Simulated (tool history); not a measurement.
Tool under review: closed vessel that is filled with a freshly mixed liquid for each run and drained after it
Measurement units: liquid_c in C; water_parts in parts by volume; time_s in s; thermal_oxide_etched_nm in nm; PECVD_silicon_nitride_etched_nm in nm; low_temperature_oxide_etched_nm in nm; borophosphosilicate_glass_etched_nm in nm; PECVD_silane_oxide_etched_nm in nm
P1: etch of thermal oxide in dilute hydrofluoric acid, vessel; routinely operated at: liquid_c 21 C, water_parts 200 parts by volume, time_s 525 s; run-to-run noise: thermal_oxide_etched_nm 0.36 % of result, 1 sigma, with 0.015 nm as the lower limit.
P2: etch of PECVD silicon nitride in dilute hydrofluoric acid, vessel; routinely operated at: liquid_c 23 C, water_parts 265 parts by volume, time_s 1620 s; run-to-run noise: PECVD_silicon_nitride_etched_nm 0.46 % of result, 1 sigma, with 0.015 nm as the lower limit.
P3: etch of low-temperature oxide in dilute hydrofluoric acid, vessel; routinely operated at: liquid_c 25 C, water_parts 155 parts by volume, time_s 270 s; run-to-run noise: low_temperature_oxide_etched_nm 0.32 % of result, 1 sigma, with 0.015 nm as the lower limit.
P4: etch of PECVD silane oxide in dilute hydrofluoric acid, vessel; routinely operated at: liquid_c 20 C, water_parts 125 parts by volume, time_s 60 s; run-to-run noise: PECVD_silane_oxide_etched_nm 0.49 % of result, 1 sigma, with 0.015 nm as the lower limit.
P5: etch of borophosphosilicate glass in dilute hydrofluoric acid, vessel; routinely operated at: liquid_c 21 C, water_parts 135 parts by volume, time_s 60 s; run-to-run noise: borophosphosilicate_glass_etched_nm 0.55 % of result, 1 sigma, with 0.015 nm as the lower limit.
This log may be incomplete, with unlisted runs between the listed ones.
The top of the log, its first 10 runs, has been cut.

| run | hour | process | liquid_c | water_parts | time_s | hours since the thermometer was replaced | hours since the hydrofluoric acid flow meter was replaced | thermal_oxide_etched_nm | PECVD_silicon_nitride_etched_nm | low_temperature_oxide_etched_nm | borophosphosilicate_glass_etched_nm | PECVD_silane_oxide_etched_nm |
|---|---|---|---|---|---|---|---|---|---|---|---|---|
| 11 | 85 | P2 | 23 | 155 | 1620 | 486 | 36.2 |  | 55.187 |  |  |  |
| 12 | 90.5 | P4 | 20 | 50 | 60 | 491.5 | 41.7 |  |  |  |  | 24.423 |
| 13 | 98.4 | P2 | 23 | 265 | 1620 | 499.4 | 49.6 |  | 32.583 |  |  |  |
| 14 | 104.2 | P5 | 17 | 135 | 60 | 505.2 | 55.4 |  |  |  | 18.747 |  |
| 15 | 109.1 | P5 | 21 | 135 | 60 | 510.1 | 60.3 |  |  |  | 22.046 |  |
| 16 | 118.8 | P2 | 23 | 265 | 1620 | 519.8 | 70 |  | 32.712 |  |  |  |
| 17 | 128.4 | P1 | 21 | 75 | 525 | 529.4 | 79.6 | 29.516 |  |  |  |  |
| 18 | 139.4 | P4 | 20 | 125 | 60 | 540.4 | 90.6 |  |  |  |  | 9.0556 |
| 19 | 145.6 | P1 | 21 | 200 | 525 | 546.6 | 96.8 | 9.7089 |  |  |  |  |
| 20 | 155.6 | P1 | 28.5 | 200 | 525 | 556.6 | 106.8 | 12.725 |  |  |  |  |
| 21 | 164 | P4 | 25.5 | 125 | 60 | 565 | 115.2 |  |  |  |  | 11.121 |
| 22 | 173 | P4 | 20 | 125 | 30 | 574 | 124.2 |  |  |  |  | 4.5587 |
| 23 | 178.9 | P1 | 21 | 200 | 525 | 579.9 | 130.1 | 9.6635 |  |  |  |  |
| 24 | 183.9 | P5 | 21 | 235 | 60 | 584.9 | 135.1 |  |  |  | 11.506 |  |
| 25 | 189.7 | P1 | 21 | 200 | 525 | 590.7 | 140.9 | 9.6787 |  |  |  |  |
| 26 | 196.4 | P1 | 21 | 200 | 770 | 597.4 | 147.6 | 14.276 |  |  |  |  |
| 27 | 201.4 | P1 | 21 | 200 | 65 | 602.4 | 152.6 | 1.1883 |  |  |  |  |
| 28 | 210 | P2 | 23 | 265 | 705 | 611 | 161.2 |  | 14.315 |  |  |  |
| 29 | 219.6 | P1 | 21 | 200 | 525 | 620.6 | 170.8 | 9.7072 |  |  |  |  |
| 30 | 227.7 | P3 | 30 | 155 | 270 | 628.7 | 178.9 |  |  | 49.958 |  |  |
| 31 | 233.6 | P3 | 25 | 155 | 270 | 634.6 | 184.8 |  |  | 41.84 |  |  |
| 32 | 238.5 | P1 | 21 | 200 | 525 | 639.5 | 189.7 | 9.7663 |  |  |  |  |

Run 33 has not been measured yet. What should we expect?
| 33 | 245 | P1 | 21 | 200 | 525 | 646 | 196.2 | ? |  |  |  |  |

Run 33 yielded thermal_oxide_etched_nm 9.4364 nm.

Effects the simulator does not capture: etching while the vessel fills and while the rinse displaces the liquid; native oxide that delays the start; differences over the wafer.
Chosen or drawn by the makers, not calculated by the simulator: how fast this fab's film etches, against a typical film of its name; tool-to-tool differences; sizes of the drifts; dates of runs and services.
